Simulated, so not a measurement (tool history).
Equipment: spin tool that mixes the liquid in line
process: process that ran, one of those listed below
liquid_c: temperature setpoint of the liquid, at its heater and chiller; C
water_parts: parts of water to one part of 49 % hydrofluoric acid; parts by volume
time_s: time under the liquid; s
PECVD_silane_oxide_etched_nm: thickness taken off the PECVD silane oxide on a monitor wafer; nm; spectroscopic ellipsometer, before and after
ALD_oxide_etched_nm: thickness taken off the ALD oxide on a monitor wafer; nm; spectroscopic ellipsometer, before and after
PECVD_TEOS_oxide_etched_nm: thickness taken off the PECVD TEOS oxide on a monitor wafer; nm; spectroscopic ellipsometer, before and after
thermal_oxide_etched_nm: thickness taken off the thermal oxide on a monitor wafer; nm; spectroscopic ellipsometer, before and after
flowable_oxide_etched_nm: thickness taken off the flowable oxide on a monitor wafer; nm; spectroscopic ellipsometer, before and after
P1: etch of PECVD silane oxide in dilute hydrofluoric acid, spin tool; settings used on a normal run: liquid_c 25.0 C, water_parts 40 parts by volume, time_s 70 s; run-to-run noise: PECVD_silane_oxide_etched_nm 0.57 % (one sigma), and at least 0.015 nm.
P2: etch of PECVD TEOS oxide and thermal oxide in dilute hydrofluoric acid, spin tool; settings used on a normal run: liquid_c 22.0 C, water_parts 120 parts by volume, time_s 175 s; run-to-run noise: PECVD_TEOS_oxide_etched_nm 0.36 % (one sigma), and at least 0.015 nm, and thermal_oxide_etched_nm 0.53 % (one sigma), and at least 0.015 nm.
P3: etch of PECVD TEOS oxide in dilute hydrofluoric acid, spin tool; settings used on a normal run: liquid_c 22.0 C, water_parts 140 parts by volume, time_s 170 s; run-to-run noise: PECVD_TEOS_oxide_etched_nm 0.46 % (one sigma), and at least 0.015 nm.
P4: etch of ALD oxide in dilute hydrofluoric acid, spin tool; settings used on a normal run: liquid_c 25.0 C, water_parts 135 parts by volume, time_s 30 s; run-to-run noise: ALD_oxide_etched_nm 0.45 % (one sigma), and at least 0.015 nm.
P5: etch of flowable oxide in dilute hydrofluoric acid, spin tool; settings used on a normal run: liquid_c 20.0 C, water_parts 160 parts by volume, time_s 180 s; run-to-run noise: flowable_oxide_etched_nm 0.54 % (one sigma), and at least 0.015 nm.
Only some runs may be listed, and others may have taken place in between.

run	hour	process	liquid_c	water_parts	time_s	PECVD_silane_oxide_etched_nm	ALD_oxide_etched_nm	PECVD_TEOS_oxide_etched_nm	thermal_oxide_etched_nm	flowable_oxide_etched_nm
1	5.3	P1	25.0	40	70	44.554				
2	14.5	P4	28.5	135	30		8.2877			
3	23.7	P4	25.0	135	30		7.1968			
4	28.0	P2	22.0	120	175			21.860	6.1724	
5	32.9	P1	25.0	25	70	73.494				
6	37.6	P5	24.5	160	180					60.125
7	44.1	P1	25.0	40	70	44.771				
8	50.5	P3	22.0	140	170			31.864		
# hour 52.8: thermometer replaced
9	56.1	P5	20.0	160	180					50.268
10	62.5	P4	25.0	135	30		7.3078			
11	66.9	P4	25.0	40	30		27.5930			
12	71.4	P1	25.0	60	70	28.828				
13	78.3	P1	25.0	55	105	47.885				
14	85.5	P2	22.0	120	175			21.821	6.1981	
15	92.0	P1	25.0	40	70	44.780				
16	98.3	P1	25.0	40	30	19.121				
17	102.8	P5	20.0	160	265					74.496
18	107.3	P1	32.0	40	70	59.696				
19	112.1	P2	22.0	120	330			41.340	11.7690	
20	116.5	P2	17.0	120	175			17.867	5.0748	
21	123.2	P3	22.0	245	170			16.308		
22	129.4	P3	28.5	140	170			41.208		
23	135.3	P2	22.0	70	175			39.751	11.2810	
24	140.6	P1	25.0	70	40	14.007				
25	147.5	P1	25.0	40	115	74.165				
26	154.9	P1	21.0	40	70	38.117				
27	159.2	P3	22.0	140	85			15.948		
28	165.0	P1	25.0	25	20	20.811				
29	174.1	P5	20.0	35	180					263.370
30	182.7	P5	20.0	160	180					50.815
31	189.2	P1	25.0	40	70	45.099				
32	198.3	P4	25.0	135	55		13.4530			
33	207.2	P1	25.0	40	70	45.016				
34	211.2	P1	25.0	40	70	44.029				
35	217.4	P1	25.0	40	70	42.797				
36	224.4	P1	25.0	40	70	42.075				
37	228.6	P1	25.0	40	70	41.979				
38	237.6	P1	25.0	40	70	42.071				
39	245.3	P1	25.0	40	70	41.785				
40	250.1	P1	25.0	40	70	41.271				
41	258.4	P1	25.0	40	70	40.956				
42	265.7	P1	25.0	40	70	41.066				

P1 no longer gives what it gave before; its output has crept away from where it was. The following 2 causes, each at its listed size, fit the log equally well:
A: liquid colder than its thermometer reads (K) = 2.06
B: hydrofluoric acid flow below the setpoint (%) = 7.76
The creep began at about hour 207.2.

You are offered 4 check runs, listed below with question marks in place of their results; each one averages 2 wafers. Which run separates the listed causes by giving clearly different results for each?
check 1	273.0	P3	28.0	230	170			?		
check 2	273.0	P5	24.0	40	180					?
check 3	273.0	P2	17.0	85	175			?	?	
check 4	273.0	P4	25.0	65	30		?			

What every check run would give for each of its results, assuming each possible cause in turn:
check	result	if A	if B
check 1	PECVD_TEOS_oxide_etched_nm	20.307	19.700
check 2	flowable_oxide_etched_nm	251.560	251.750
check 3	PECVD_TEOS_oxide_etched_nm	23.931	23.934
check 3	thermal_oxide_etched_nm	6.8026	6.8035
check 4	ALD_oxide_etched_nm	15.1540	15.0900
Per-check spread between the two closest causes, in the result where they differ most: check 1 3.04 %; check 2 0.07 %; check 3 0.01 %; check 4 0.42 %
Check 1 is the one run that separates the causes; every other check would come out nearly the same whichever cause is at work.

Check 1 has now been run. It gave: PECVD_TEOS_oxide_etched_nm 19.716 nm. Which of the candidate causes is it?

Of the candidate causes, it is B: hydrofluoric acid flow below the setpoint (%).
